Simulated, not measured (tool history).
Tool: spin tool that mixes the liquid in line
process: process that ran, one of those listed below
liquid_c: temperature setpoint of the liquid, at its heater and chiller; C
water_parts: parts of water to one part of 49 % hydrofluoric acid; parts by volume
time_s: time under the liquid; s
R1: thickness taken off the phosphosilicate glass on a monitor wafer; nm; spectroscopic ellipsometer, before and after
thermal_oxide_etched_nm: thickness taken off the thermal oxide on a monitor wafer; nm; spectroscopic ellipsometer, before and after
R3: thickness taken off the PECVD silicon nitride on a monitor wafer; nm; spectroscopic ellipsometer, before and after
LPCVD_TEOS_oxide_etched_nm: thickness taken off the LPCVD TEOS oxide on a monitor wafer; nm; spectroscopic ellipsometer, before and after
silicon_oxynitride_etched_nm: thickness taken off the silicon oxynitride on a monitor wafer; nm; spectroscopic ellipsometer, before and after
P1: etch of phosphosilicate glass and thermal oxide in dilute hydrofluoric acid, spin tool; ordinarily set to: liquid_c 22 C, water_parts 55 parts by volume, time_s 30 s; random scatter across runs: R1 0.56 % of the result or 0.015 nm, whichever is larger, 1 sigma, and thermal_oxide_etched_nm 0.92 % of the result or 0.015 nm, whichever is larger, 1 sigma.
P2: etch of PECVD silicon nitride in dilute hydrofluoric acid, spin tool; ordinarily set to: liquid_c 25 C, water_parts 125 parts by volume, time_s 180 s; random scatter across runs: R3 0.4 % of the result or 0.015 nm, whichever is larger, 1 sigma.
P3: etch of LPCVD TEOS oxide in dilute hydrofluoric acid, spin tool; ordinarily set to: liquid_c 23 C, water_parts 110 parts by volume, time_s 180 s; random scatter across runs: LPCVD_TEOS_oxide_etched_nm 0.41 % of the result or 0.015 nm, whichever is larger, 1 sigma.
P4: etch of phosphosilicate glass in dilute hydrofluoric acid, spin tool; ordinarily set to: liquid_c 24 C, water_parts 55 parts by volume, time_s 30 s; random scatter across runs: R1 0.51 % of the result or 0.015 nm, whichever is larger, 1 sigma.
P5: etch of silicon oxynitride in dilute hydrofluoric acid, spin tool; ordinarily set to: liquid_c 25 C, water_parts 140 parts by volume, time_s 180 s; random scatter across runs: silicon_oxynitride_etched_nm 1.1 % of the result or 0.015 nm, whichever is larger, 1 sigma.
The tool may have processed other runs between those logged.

run 1 day=0.446 | process=P1 liquid_c=22 water_parts=55 time_s=30 | R1=57.09 thermal_oxide_etched_nm=2.6096
run 2 day=0.821 | process=P2 liquid_c=25 water_parts=205 time_s=180 | R3=3.1475
run 3 day=1.058 | process=P1 liquid_c=22 water_parts=100 time_s=30 | R1=29.802 thermal_oxide_etched_nm=1.3421
run 4 day=1.488 | process=P3 liquid_c=23 water_parts=110 time_s=180 | LPCVD_TEOS_oxide_etched_nm=28.791
run 5 day=2.008 | process=P1 liquid_c=22 water_parts=55 time_s=60 | R1=115.33 thermal_oxide_etched_nm=5.2032
run 6 day=2.471 | process=P1 liquid_c=17.5 water_parts=55 time_s=30 | R1=48.05 thermal_oxide_etched_nm=2.1578
run 7 day=2.704 | process=P1 liquid_c=22 water_parts=55 time_s=30 | R1=58.008 thermal_oxide_etched_nm=2.574
run 8 day=3.167 | process=P1 liquid_c=22 water_parts=55 time_s=15 | R1=28.682 thermal_oxide_etched_nm=1.3204
run 9 day=3.596 | process=P5 liquid_c=25 water_parts=140 time_s=335 | silicon_oxynitride_etched_nm=3.5978
run 10 day=3.988 | process=P5 liquid_c=25 water_parts=140 time_s=180 | silicon_oxynitride_etched_nm=1.9553
run 11 day=4.504 | process=P5 liquid_c=25 water_parts=35 time_s=180 | silicon_oxynitride_etched_nm=8.4455
run 12 day=4.858 | process=P4 liquid_c=24 water_parts=85 time_s=30 | R1=49.878
run 13 day=5.179 | process=P4 liquid_c=18 water_parts=55 time_s=30 | R1=62.106
run 14 day=5.596 | process=P1 liquid_c=17.5 water_parts=55 time_s=15 | R1=23.789 thermal_oxide_etched_nm=1.0443
run 15 day=5.879 | process=P2 liquid_c=25 water_parts=125 time_s=90 | R3=2.5789
run 16 day=6.117 | process=P2 liquid_c=20 water_parts=125 time_s=180 | R3=3.6911
run 17 day=6.354 | process=P1 liquid_c=22 water_parts=20 time_s=30 | R1=165.01 thermal_oxide_etched_nm=7.5572
run 18 day=6.829 | process=P1 liquid_c=22 water_parts=55 time_s=30 | R1=57.148 thermal_oxide_etched_nm=2.601
run 19 day=7.129 | process=P4 liquid_c=24 water_parts=55 time_s=60 | R1=159.55
run 20 day=7.596 | process=P3 liquid_c=28.5 water_parts=110 time_s=180 | LPCVD_TEOS_oxide_etched_nm=35.421
run 21 day=7.95 | process=P2 liquid_c=25 water_parts=125 time_s=180 | R3=5.1313
run 22 day=8.308 | process=P3 liquid_c=23 water_parts=110 time_s=180 | LPCVD_TEOS_oxide_etched_nm=28.671
run 23 day=8.708 | process=P1 liquid_c=22 water_parts=55 time_s=30 | R1=57.498 thermal_oxide_etched_nm=2.6066
run 24 day=9.154 | process=P4 liquid_c=24 water_parts=55 time_s=30 | R1=80.008
run 25 day=9.579 | process=P1 liquid_c=29 water_parts=55 time_s=30 | R1=76.444 thermal_oxide_etched_nm=3.4779
run 26 day=9.9 | process=P5 liquid_c=25 water_parts=140 time_s=180 | silicon_oxynitride_etched_nm=1.8996
run 27 day=10.283 | process=P1 liquid_c=22 water_parts=55 time_s=30 | R1=58.138 thermal_oxide_etched_nm=2.6503
run 28 day=10.779 | process=P1 liquid_c=22 water_parts=55 time_s=30 | R1=57.552 thermal_oxide_etched_nm=2.6268
run 29 day=11.083 | process=P5 liquid_c=32.5 water_parts=140 time_s=180 | silicon_oxynitride_etched_nm=2.6597
run 30 day=11.488 | process=P3 liquid_c=23 water_parts=55 time_s=180 | LPCVD_TEOS_oxide_etched_nm=61.603
run 31 day=11.862 | process=P2 liquid_c=25 water_parts=125 time_s=180 | R3=5.1196
run 32 day=12.375 | process=P3 liquid_c=23 water_parts=110 time_s=15 | LPCVD_TEOS_oxide_etched_nm=2.419
run 33 day=12.796 | process=P1 liquid_c=22 water_parts=55 time_s=30 | R1=57.238 thermal_oxide_etched_nm=2.5942
run 34 day=13.083 | process=P1 liquid_c=22 water_parts=55 time_s=30 | R1=59.161 thermal_oxide_etched_nm=2.6844
run 35 day=13.454 | process=P1 liquid_c=22 water_parts=55 time_s=30 | R1=60.088 thermal_oxide_etched_nm=2.7368
run 36 day=13.754 | process=P1 liquid_c=22 water_parts=55 time_s=30 | R1=61.154 thermal_oxide_etched_nm=2.75
run 37 day=13.988 | process=P1 liquid_c=22 water_parts=55 time_s=30 | R1=61.157 thermal_oxide_etched_nm=2.8087
run 38 day=14.475 | process=P1 liquid_c=22 water_parts=55 time_s=30 | R1=62.482 thermal_oxide_etched_nm=2.7776
run 39 day=14.854 | process=P1 liquid_c=22 water_parts=55 time_s=30 | R1=62.46 thermal_oxide_etched_nm=2.8682
run 40 day=15.3 | process=P1 liquid_c=22 water_parts=55 time_s=30 | R1=63.073 thermal_oxide_etched_nm=2.8895
run 41 day=15.658 | process=P1 liquid_c=22 water_parts=55 time_s=30 | R1=62.579 thermal_oxide_etched_nm=2.8786
run 42 day=16.175 | process=P1 liquid_c=22 water_parts=55 time_s=30 | R1=62.546 thermal_oxide_etched_nm=2.8827
run 43 day=16.7 | process=P1 liquid_c=22 water_parts=55 time_s=30 | R1=63.31 thermal_oxide_etched_nm=2.9014

Compared with where it was, what P1 gives has crept away. Each cause listed below fits the log as well as the rest, at the size given for it:
A: hydrofluoric acid flow above the setpoint (%) = 9.2
B: liquid hotter than its thermometer reads (K) = 2.28
The onset of the drift is placed at about day 12.796.

Question marks stand in for the results of the 4 check runs listed below, each run on one wafer. Under which run would the listed causes show clearly different results?
run check 1 day=17.225 | process=P5 liquid_c=25 water_parts=140 time_s=180 | silicon_oxynitride_etched_nm=?
run check 2 day=17.225 | process=P3 liquid_c=23 water_parts=110 time_s=180 | LPCVD_TEOS_oxide_etched_nm=?
run check 3 day=17.225 | process=P2 liquid_c=25 water_parts=125 time_s=180 | R3=?
run check 4 day=17.225 | process=P4 liquid_c=24 water_parts=55 time_s=30 | R1=?

Check results expected under each cause:
check=check_1 result=silicon_oxynitride_etched_nm if_A=2.1145 if_B=2.1258
check=check_2 result=LPCVD_TEOS_oxide_etched_nm if_A=31.835 if_B=31.534
check=check_3 result=R3 if_A=5.5854 if_B=5.9231
check=check_4 result=R1 if_A=87.362 if_B=87.235
Distance between the nearest two causes, measured in the result of the check that separates them most: check 1 0.53 %; check 2 0.95 %; check 3 5.87 %; check 4 0.14 %
The other checks would show nearly matching results whichever cause is true, so check 3 is the only one that separates the causes.

Check 3 was then run and gave: R3 5.9202 nm. Which cause is it?

Of the candidate causes, it is B: liquid hotter than its thermometer reads (K).
